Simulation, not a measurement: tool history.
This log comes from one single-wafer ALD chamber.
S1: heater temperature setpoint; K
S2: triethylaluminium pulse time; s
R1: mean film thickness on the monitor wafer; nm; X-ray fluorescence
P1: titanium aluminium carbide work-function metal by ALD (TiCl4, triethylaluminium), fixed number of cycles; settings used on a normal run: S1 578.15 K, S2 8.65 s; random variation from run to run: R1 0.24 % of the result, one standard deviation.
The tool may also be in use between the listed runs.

Run 1, day 0.283: S1 578.15 K, S2 8.65 s. Result: R1 2.0376 nm.
Run 2, day 0.717: S1 578.15 K, S2 8.65 s. Result: R1 2.0431 nm.
Run 3, day 1.062: S1 578.15 K, S2 8.65 s. Result: R1 2.0481 nm.
Run 4, day 1.388: S1 578.15 K, S2 8.65 s. Result: R1 2.0313 nm.
Run 5, day 1.679: S1 557.15 K, S2 8.65 s. Result: R1 1.8585 nm.
Run 6, day 1.888: S1 578.15 K, S2 8.65 s. Result: R1 2.0392 nm.
Run 7, day 2.112: S1 578.15 K, S2 8.65 s. Result: R1 2.0467 nm.
Run 8, day 2.562: S1 578.15 K, S2 2.99 s. Result: R1 1.3815 nm.
Run 9, day 2.883: S1 597.15 K, S2 13.31 s. Result: R1 2.2954 nm.
Run 10, day 3.288: S1 578.15 K, S2 13.61 s. Result: R1 2.1422 nm.
Run 11, day 3.679: S1 592.15 K, S2 8.65 s. Result: R1 2.1589 nm.
Run 12, day 3.950: S1 578.15 K, S2 8.65 s. Result: R1 2.0357 nm.
Run 13, day 4.179: S1 578.15 K, S2 8.65 s. Result: R1 2.0312 nm.
Run 14, day 4.575: S1 578.15 K, S2 8.65 s. Result: R1 2.0190 nm.
Run 15, day 4.888: S1 578.15 K, S2 8.65 s. Result: R1 2.0086 nm.
Run 16, day 5.104: S1 578.15 K, S2 8.65 s. Result: R1 2.0148 nm.
Run 17, day 5.558: S1 578.15 K, S2 8.65 s. Result: R1 2.0055 nm.
Run 18, day 6.004: S1 578.15 K, S2 8.65 s. Result: R1 2.0086 nm.
Run 19, day 6.475: S1 578.15 K, S2 8.65 s. Result: R1 2.0046 nm.
Run 20, day 6.796: S1 578.15 K, S2 8.65 s. Result: R1 2.0072 nm.
Run 21, day 7.058: S1 578.15 K, S2 8.65 s. Result: R1 2.0053 nm.

What P1 gives has crept off from where it sat before. The 2 causes that follow fit the log equally well, each at the size noted:
A: wafer temperature below the value expected at the setpoint (K) = 4.44
B: triethylaluminium dose below that of a fresh bottle (%) = 10.2
The drift started at roughly day 3.950.

Listed below are the offered check runs, one wafer per run, with question marks in place of results. For which of them would the causes give clearly different outcomes?
Run check 1, day 7.321: S1 578.15 K, S2 3.20 s. Result: R1 ?.
Run check 2, day 7.321: S1 557.15 K, S2 8.65 s. Result: R1 ?.
Run check 3, day 7.321: S1 561.15 K, S2 8.65 s. Result: R1 ?.
Run check 4, day 7.321: S1 590.15 K, S2 8.65 s. Result: R1 ?.

Predicted outcomes, by check and by cause:
  check  result    if A    if B
check 1      R1  1.4104  1.3526
check 2      R1  1.8229  1.8255
check 3      R1  1.8570  1.8591
check 4      R1  2.1084  2.1066
Gap, in per cent, between the two causes that each check separates least, read from the result that separates them most: check 1 4.19 %; check 2 0.14 %; check 3 0.11 %; check 4 0.08 %
Only check 1 tells the causes apart: in the others they would give nearly the same result.

Check 1 was carried out, with these results: R1 1.4113 nm. Which of the listed causes is responsible?

The cause is A: wafer temperature below the value expected at the setpoint (K).
